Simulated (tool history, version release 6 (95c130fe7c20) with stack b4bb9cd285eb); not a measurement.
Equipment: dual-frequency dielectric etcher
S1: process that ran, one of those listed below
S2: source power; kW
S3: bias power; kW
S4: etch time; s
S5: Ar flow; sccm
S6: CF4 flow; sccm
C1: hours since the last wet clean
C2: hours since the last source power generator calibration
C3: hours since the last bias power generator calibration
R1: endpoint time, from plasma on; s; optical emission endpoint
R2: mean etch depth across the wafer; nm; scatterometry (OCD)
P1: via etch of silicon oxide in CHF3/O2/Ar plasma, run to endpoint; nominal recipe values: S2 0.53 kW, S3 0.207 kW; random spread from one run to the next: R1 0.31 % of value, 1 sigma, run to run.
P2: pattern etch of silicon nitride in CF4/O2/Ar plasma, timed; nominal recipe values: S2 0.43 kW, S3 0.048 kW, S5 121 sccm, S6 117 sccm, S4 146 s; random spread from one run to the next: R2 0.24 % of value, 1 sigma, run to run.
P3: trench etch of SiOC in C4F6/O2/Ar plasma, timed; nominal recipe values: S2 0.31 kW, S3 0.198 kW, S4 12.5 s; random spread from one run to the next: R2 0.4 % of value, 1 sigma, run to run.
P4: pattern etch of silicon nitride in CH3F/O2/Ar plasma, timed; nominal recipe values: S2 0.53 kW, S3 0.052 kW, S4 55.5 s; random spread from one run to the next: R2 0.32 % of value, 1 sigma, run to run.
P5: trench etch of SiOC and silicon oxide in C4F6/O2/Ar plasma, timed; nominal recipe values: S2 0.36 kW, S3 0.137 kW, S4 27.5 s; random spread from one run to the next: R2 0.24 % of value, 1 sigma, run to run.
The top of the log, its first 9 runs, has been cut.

| run | hour | S1 | S2 | S3 | S4 | S5 | S6 | C1 | C2 | C3 | R1 | R2 |
|---|---|---|---|---|---|---|---|---|---|---|---|---|
| 10 | 93.4 | P5 | 0.36 | 0.137 | 27.5 |  |  | 141.4 | 2380.5 | 1762.7 |  | 48.628 |
| 11 | 99 | P1 | 0.53 | 0.207 |  |  |  | 147 | 2386.1 | 1768.3 | 391.99 |  |
| 12 | 108 | P1 | 0.53 | 0.207 |  |  |  | 156 | 2395.1 | 1777.3 | 389.56 |  |
|  | 108.3 | bias power generator calibrated |
| 13 | 118.3 | P5 | 0.36 | 0.137 | 36 |  |  | 166.3 | 2405.4 | 10.1 |  | 63.846 |
| 14 | 126.2 | P5 | 0.36 | 0.097 | 27.5 |  |  | 174.2 | 2413.3 | 18 |  | 43.963 |
| 15 | 137 | P2 | 0.43 | 0.048 | 146 | 121 | 139 | 185 | 2424.1 | 28.8 |  | 242.2 |
| 16 | 145.3 | P1 | 0.39 | 0.16 |  |  |  | 193.3 | 2432.4 | 37.1 | 478.03 |  |
| 17 | 150.7 | P2 | 0.55 | 0.048 | 146 | 121 | 117 | 198.7 | 2437.8 | 42.5 |  | 295.18 |
| 18 | 157.2 | P5 | 0.22 | 0.137 | 27.5 |  |  | 205.2 | 2444.3 | 49 |  | 40.031 |
| 19 | 165.2 | P2 | 0.43 | 0.048 | 146 | 121 | 117 | 213.2 | 2452.3 | 57 |  | 238.29 |
| 20 | 177 | P4 | 0.68 | 0.052 | 55.5 |  |  | 225 | 2464.1 | 68.8 |  | 42.454 |
| 21 | 188.5 | P2 | 0.43 | 0.048 | 146 | 145 | 117 | 236.5 | 2475.6 | 80.3 |  | 231.82 |
| 22 | 197.6 | P1 | 0.53 | 0.169 |  |  |  | 245.6 | 2484.7 | 89.4 | 415.2 |  |
| 23 | 207 | P2 | 0.43 | 0.048 | 146 | 121 | 117 | 255 | 2494.1 | 98.8 |  | 238.85 |
| 24 | 217 | P3 | 0.31 | 0.198 | 12.5 |  |  | 265 | 2504.1 | 108.8 |  | 24.676 |
| 25 | 227.6 | P1 | 0.53 | 0.207 |  |  |  | 275.6 | 2514.7 | 119.4 | 389.61 |  |
| 26 | 238.3 | P3 | 0.31 | 0.147 | 12.5 |  |  | 286.3 | 2525.4 | 130.1 |  | 22.16 |
| 27 | 248.8 | P4 | 0.53 | 0.052 | 40.5 |  |  | 296.8 | 2535.9 | 140.6 |  | 27.962 |
| 28 | 259 | P1 | 0.53 | 0.207 |  |  |  | 307 | 2546.1 | 150.8 | 390.71 |  |
| 29 | 269.1 | P3 | 0.31 | 0.198 | 19 |  |  | 317.1 | 2556.2 | 160.9 |  | 37.571 |
| 30 | 276.2 | P4 | 0.53 | 0.04 | 55.5 |  |  | 324.2 | 2563.3 | 168 |  | 35.42 |
| 31 | 282.8 | P5 | 0.36 | 0.137 | 27.5 |  |  | 330.8 | 2569.9 | 174.6 |  | 48.439 |
| 32 | 288.8 | P4 | 0.53 | 0.052 | 55.5 |  |  | 336.8 | 2575.9 | 180.6 |  | 38.38 |
| 33 | 296.2 | P3 | 0.42 | 0.198 | 12.5 |  |  | 344.2 | 2583.3 | 188 |  | 27.325 |
| 34 | 303.9 | P1 | 0.53 | 0.207 |  |  |  | 351.9 | 2591 | 195.7 | 390.12 |  |

Estimate the outcome of run 35 from the log above:
| 35 | 316.2 | P1 | 0.53 | 0.207 |  |  |  | 364.2 | 2603.3 | 208 | ? |  |

R1: 391.8 s

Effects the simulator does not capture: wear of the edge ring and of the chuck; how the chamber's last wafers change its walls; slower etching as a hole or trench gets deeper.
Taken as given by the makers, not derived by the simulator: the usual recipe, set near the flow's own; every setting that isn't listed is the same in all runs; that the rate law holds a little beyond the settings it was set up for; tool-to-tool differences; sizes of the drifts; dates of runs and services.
